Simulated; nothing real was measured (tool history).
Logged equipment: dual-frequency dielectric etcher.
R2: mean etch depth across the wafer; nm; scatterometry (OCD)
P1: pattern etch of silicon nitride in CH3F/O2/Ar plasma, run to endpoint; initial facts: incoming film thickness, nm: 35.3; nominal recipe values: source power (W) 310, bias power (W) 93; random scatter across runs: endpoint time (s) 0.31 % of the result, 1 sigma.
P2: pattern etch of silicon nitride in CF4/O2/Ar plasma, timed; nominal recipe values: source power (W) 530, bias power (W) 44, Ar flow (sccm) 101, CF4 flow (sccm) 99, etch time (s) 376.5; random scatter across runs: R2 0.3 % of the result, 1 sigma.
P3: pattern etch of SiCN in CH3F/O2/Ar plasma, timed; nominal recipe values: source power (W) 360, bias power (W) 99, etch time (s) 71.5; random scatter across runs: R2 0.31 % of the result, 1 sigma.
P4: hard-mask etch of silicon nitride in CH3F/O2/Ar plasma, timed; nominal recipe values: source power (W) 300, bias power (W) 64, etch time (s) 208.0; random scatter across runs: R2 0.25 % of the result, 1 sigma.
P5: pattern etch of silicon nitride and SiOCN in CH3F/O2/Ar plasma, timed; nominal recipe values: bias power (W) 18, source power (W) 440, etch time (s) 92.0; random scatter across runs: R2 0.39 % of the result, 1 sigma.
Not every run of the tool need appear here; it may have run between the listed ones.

Run 1, day 0.079: process that ran P1, source power (W) 310, bias power (W) 93. Result: endpoint time (s) 50.897.
Run 2, day 0.250: process that ran P4, source power (W) 300, bias power (W) 64, etch time (s) 114.5. Result: R2 71.059 nm.
Run 3, day 0.325: process that ran P2, source power (W) 530, bias power (W) 44, etch time (s) 458.0, Ar flow (sccm) 101, CF4 flow (sccm) 99. Result: R2 900.830 nm.
Run 4, day 0.429: process that ran P1, source power (W) 380, bias power (W) 93. Result: endpoint time (s) 47.644.
Run 5, day 0.588: process that ran P4, source power (W) 400, bias power (W) 64, etch time (s) 208.0. Result: R2 143.440 nm.
Run 6, day 0.700: process that ran P3, source power (W) 360, bias power (W) 77, etch time (s) 71.5. Result: R2 25.844 nm.
Run 7, day 0.812: process that ran P3, source power (W) 360, bias power (W) 99, etch time (s) 39.5. Result: R2 15.748 nm.
Run 8, day 0.946: process that ran P2, source power (W) 530, bias power (W) 44, etch time (s) 376.5, Ar flow (sccm) 101, CF4 flow (sccm) 99. Result: R2 736.570 nm.
Run 9, day 1.112: process that ran P1, source power (W) 310, bias power (W) 93. Result: endpoint time (s) 51.174.
Run 10, day 1.267: process that ran P5, source power (W) 440, bias power (W) 14, etch time (s) 92.0. Result: R2 10.349 nm.
Run 11, day 1.396: process that ran P1, source power (W) 310, bias power (W) 93. Result: endpoint time (s) 51.103.
Run 12, day 1.492: process that ran P1, source power (W) 190, bias power (W) 58. Result: endpoint time (s) 72.182.
Run 13, day 1.600: process that ran P5, source power (W) 440, bias power (W) 18, etch time (s) 58.5. Result: R2 7.287 nm.
Run 14, day 1.742: process that ran P5, source power (W) 610, bias power (W) 18, etch time (s) 92.0. Result: R2 12.919 nm.
Run 15, day 1.867: process that ran P1, source power (W) 190, bias power (W) 93. Result: endpoint time (s) 61.058.
Run 16, day 1.971: process that ran P5, source power (W) 440, bias power (W) 18, etch time (s) 92.0. Result: R2 11.475 nm.
Run 17, day 2.138: process that ran P2, source power (W) 530, bias power (W) 52, etch time (s) 376.5, Ar flow (sccm) 101, CF4 flow (sccm) 99. Result: R2 781.930 nm.
Run 18, day 2.258: process that ran P3, source power (W) 360, bias power (W) 99, etch time (s) 71.5. Result: R2 28.341 nm.
Run 19, day 2.375: process that ran P1, source power (W) 430, bias power (W) 68. Result: endpoint time (s) 50.225.
Run 20, day 2.517: process that ran P4, source power (W) 300, bias power (W) 83, etch time (s) 208.0. Result: R2 141.390 nm.
Run 21, day 2.671: process that ran P2, source power (W) 530, bias power (W) 44, etch time (s) 376.5, Ar flow (sccm) 82, CF4 flow (sccm) 99. Result: R2 754.310 nm.
Run 22, day 2.783: process that ran P1, source power (W) 310, bias power (W) 122. Result: endpoint time (s) 46.114.
Run 23, day 2.908: process that ran P4, source power (W) 300, bias power (W) 64, etch time (s) 208.0. Result: R2 128.800 nm.
At day 2.917: source power generator calibrated.
Run 24, day 2.996: process that ran P5, source power (W) 440, bias power (W) 18, etch time (s) 92.0. Result: R2 11.534 nm.
Run 25, day 3.162: process that ran P1, source power (W) 430, bias power (W) 118. Result: endpoint time (s) 41.466.
Run 26, day 3.250: process that ran P1, source power (W) 310, bias power (W) 93. Result: endpoint time (s) 51.020.
Run 27, day 3.333: process that ran P2, source power (W) 530, bias power (W) 44, etch time (s) 376.5, Ar flow (sccm) 101, CF4 flow (sccm) 62. Result: R2 689.020 nm.
Run 28, day 3.442: process that ran P2, source power (W) 330, bias power (W) 44, etch time (s) 376.5, Ar flow (sccm) 101, CF4 flow (sccm) 99. Result: R2 485.790 nm.
Run 29, day 3.567: process that ran P1, source power (W) 310, bias power (W) 93. Result: endpoint time (s) 50.828.
Run 30, day 3.662: process that ran P1, source power (W) 310, bias power (W) 70. Result: endpoint time (s) 56.270.
Run 31, day 3.750: process that ran P3, source power (W) 250, bias power (W) 99, etch time (s) 71.5. Result: R2 24.743 nm.
Run 32, day 3.883: process that ran P1, source power (W) 310, bias power (W) 93. Result: endpoint time (s) 51.082.
Run 33, day 3.979: process that ran P1, source power (W) 310, bias power (W) 93. Result: endpoint time (s) 51.236.
Run 34, day 4.062: process that ran P1, source power (W) 310, bias power (W) 93. Result: endpoint time (s) 51.237.
Run 35, day 4.154: process that ran P1, source power (W) 310, bias power (W) 93. Result: endpoint time (s) 51.518.
Run 36, day 4.233: process that ran P1, source power (W) 310, bias power (W) 93. Result: endpoint time (s) 51.942.
Run 37, day 4.362: process that ran P1, source power (W) 310, bias power (W) 93. Result: endpoint time (s) 51.917.
At day 4.425: wet clean of the chamber.
Run 38, day 4.483: process that ran P1, source power (W) 310, bias power (W) 93. Result: endpoint time (s) 51.751.
Run 39, day 4.579: process that ran P1, source power (W) 310, bias power (W) 93. Result: endpoint time (s) 52.165.
Run 40, day 4.721: process that ran P1, source power (W) 310, bias power (W) 93. Result: endpoint time (s) 51.992.
Run 41, day 4.796: process that ran P1, source power (W) 310, bias power (W) 93. Result: endpoint time (s) 52.047.
Run 42, day 4.921: process that ran P1, source power (W) 310, bias power (W) 93. Result: endpoint time (s) 51.926.

The output of P1 has drifted from where it used to be. Each of the 2 causes below, taken at the size shown beside it, accounts for the log equally well:
A: source power that arrives under what is set, % = 4.08
B: bias power that arrives under what is set, % = 4.14
At approximately day 3.883, the process output began to creep.
Other possible causes, and why each is ruled out:
chamber walls in a state that lowers the etch rate, %: serviced at day 4.425, after the drift had started, without restoring the earlier output

Of the 4 check runs listed below, each run on one wafer and each result written as a question mark, which would let you distinguish the listed causes because they would give clearly different results?
Run check 1, day 5.046: process that ran P4, source power (W) 300, bias power (W) 64, etch time (s) 208.0. Result: R2 ?.
Run check 2, day 5.046: process that ran P2, source power (W) 530, bias power (W) 44, etch time (s) 376.5, Ar flow (sccm) 101, CF4 flow (sccm) 99. Result: R2 ?.
Run check 3, day 5.046: process that ran P3, source power (W) 360, bias power (W) 99, etch time (s) 71.5. Result: R2 ?.
Run check 4, day 5.046: process that ran P5, source power (W) 440, bias power (W) 18, etch time (s) 92.0. Result: R2 ?.

Check results expected under each cause:
  check  result     if A     if B
check 1      R2  126.830  127.010
check 2      R2  709.430  724.590
check 3      R2   27.917   27.900
check 4      R2   11.308   11.275
How far apart the two closest causes lie, in the result that separates them most: check 1 0.14 %; check 2 2.11 %; check 3 0.06 %; check 4 0.3 %
Check 2 tells the causes apart: in the others they would give nearly the same result.

Check 2 has now been run. It gave: R2 710.280 nm. Which of the candidate causes is it?

It is A: source power that arrives under what is set, %.
